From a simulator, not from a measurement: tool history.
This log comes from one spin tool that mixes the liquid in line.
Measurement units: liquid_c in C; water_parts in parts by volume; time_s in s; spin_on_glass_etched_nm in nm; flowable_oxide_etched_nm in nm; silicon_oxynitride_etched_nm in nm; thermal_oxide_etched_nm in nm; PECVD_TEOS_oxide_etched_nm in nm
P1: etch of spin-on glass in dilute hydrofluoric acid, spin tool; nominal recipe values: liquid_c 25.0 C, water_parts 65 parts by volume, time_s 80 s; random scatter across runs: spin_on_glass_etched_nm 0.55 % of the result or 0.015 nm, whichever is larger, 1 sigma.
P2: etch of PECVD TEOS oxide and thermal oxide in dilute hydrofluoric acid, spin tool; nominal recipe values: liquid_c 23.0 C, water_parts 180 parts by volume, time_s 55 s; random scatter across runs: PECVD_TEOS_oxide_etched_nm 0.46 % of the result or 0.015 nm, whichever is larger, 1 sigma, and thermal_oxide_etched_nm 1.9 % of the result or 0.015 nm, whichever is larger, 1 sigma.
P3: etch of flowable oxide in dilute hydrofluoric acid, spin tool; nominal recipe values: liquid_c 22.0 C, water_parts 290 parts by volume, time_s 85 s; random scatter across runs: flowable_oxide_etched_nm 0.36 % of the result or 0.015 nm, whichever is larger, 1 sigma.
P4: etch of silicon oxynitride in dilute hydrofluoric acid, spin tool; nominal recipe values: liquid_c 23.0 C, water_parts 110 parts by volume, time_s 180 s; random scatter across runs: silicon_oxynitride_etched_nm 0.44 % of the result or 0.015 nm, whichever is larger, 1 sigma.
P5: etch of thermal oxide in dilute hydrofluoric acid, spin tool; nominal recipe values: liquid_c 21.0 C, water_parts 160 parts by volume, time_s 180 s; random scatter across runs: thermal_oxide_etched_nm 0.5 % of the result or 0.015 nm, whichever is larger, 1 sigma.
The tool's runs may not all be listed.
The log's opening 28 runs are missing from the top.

| run | hour | process | liquid_c | water_parts | time_s | hours since the thermometer was replaced | hours since the hydrofluoric acid flow meter was replaced | spin_on_glass_etched_nm | flowable_oxide_etched_nm | silicon_oxynitride_etched_nm | thermal_oxide_etched_nm | PECVD_TEOS_oxide_etched_nm |
|---|---|---|---|---|---|---|---|---|---|---|---|---|
| 29 | 252.1 | P3 | 22.0 | 290 | 85 | 44.6 | 374.0 |  | 11.7720 |  |  |  |
| 30 | 261.7 | P2 | 17.0 | 180 | 55 | 54.2 | 383.6 |  |  |  | 1.07600 | 5.0700 |
| 31 | 266.9 | P1 | 25.0 | 65 | 80 | 59.4 | 388.8 | 47.1000 |  |  |  |  |
| 32 | 278.3 | P2 | 23.0 | 180 | 55 | 70.8 | 400.2 |  |  |  | 1.36080 | 6.4800 |
| 33 | 285.4 | P4 | 23.0 | 110 | 180 | 77.9 | 407.3 |  |  | 6.0563 |  |  |
| 34 | 295.5 | P1 | 25.0 | 65 | 80 | 88.0 | 417.4 | 46.9790 |  |  |  |  |
| 35 | 305.8 | P1 | 25.0 | 65 | 80 | 98.3 | 427.7 | 46.8060 |  |  |  |  |
| 36 | 316.5 | P1 | 25.0 | 65 | 80 | 109.0 | 438.4 | 49.0690 |  |  |  |  |
| 37 | 324.3 | P1 | 25.0 | 65 | 80 | 116.8 | 446.2 | 50.5000 |  |  |  |  |

What does the tool deliver on the next run?
| 38 | 334.8 | P1 | 25.0 | 65 | 80 | 127.3 | 456.7 | ? |  |  |  |  |

spin_on_glass_etched_nm: 50.6910 nm
